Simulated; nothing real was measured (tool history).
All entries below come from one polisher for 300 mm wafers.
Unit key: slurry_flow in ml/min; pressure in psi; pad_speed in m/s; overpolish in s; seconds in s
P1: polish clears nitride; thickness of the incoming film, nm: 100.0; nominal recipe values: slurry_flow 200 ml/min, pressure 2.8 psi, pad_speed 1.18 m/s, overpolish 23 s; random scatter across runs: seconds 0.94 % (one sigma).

run	hour	slurry_flow	pressure	pad_speed	overpolish	wafers polished on this pad	hours since the slurry nozzle was cleaned	hours since the head pressure was calibrated	seconds
1	7.4	200	2.8	1.18	23	442	71.8	782.3	103.81
2	13.9	200	2.8	1.48	23	516	78.3	788.8	81.462
3	22.4	200	2.8	1.18	23	612	86.8	797.3	102.88
4	31.4	200	1.6	1.18	23	714	95.8	806.3	179.7
# hour 31.6: slurry nozzle cleaned
5	41.2	295	2.8	1.18	23	825	9.6	816.1	98.281
6	48.9	200	2.8	1.18	23	913	17.3	823.8	102.42
7	58.4	120	2.8	1.18	40	1021	26.8	833.3	111.35
8	66.4	200	2.8	1.18	23	1112	34.8	841.3	103.45
9	74.1	200	2.8	1.18	23	1199	42.5	849	103.41
10	83.8	200	2.8	1.18	7	1309	52.2	858.7	102.93
11	91	200	2.8	0.54	23	1391	59.4	865.9	226.38
12	101.4	200	4.2	1.18	23	1509	69.8	876.3	68.717
13	109.6	200	2.8	1.18	44	1602	78	884.5	103.49
14	120.3	120	2.8	1.18	23	1723	88.7	895.2	113.1
15	131.5	200	2.8	1.18	23	1850	99.9	906.4	103.7
16	139.1	200	2.8	1.18	23	1937	107.5	914	104.38
17	148.7	200	2.8	1.18	23	2046	117.1	923.6	106.85
18	157.6	200	2.8	1.18	23	2147	126	932.5	108.89
19	166.1	200	2.8	1.18	23	2243	134.5	941	110.29
# hour 168.1: head pressure recalibrated
20	176.8	200	2.8	1.18	23	2365	145.2	8.8	113.6
21	182.4	200	2.8	1.18	23	2428	150.8	14.4	110.46

What P1 gives has crept off from where it sat before. The 2 causes that follow fit the log equally well, each at the size noted:
A: removal rate lost through wear of the pad, % = 6.76
B: slurry flow missing at the pad, % = 35
At approximately hour 131.5, the process output began to creep.
Other possible causes, and why each is ruled out:
head's pressure below its setpoint, %: serviced at hour 168.1, after the drift had started, without restoring the earlier output

The list below offers 4 check runs, each averaging the results of 5 wafers, and shows each result as a question mark. For which of them would the listed causes give clearly different results?
check 1	188	200	2.1	1.18	37				?
check 2	188	200	3.9	0.54	23				?
check 3	188	125	3.6	1.18	23				?
check 4	188	200	2.8	1.18	37				?

Predicted outcomes, by check and by cause:
check	result	if A	if B
check 1	seconds	147.56	147.53
check 2	seconds	173.62	173.59
check 3	seconds	93.023	96.508
check 4	seconds	110.67	110.65
Distance between the nearest two causes, measured in the result of the check that separates them most: check 1 0.02 %; check 2 0.02 %; check 3 3.68 %; check 4 0.02 %
Check 3 distinguishes between the causes, while the remaining checks would return nearly the same result for all of them.

Check 3 was then run and gave: seconds 96.594 s. Which cause is it?

It was cause B: slurry flow missing at the pad, %.
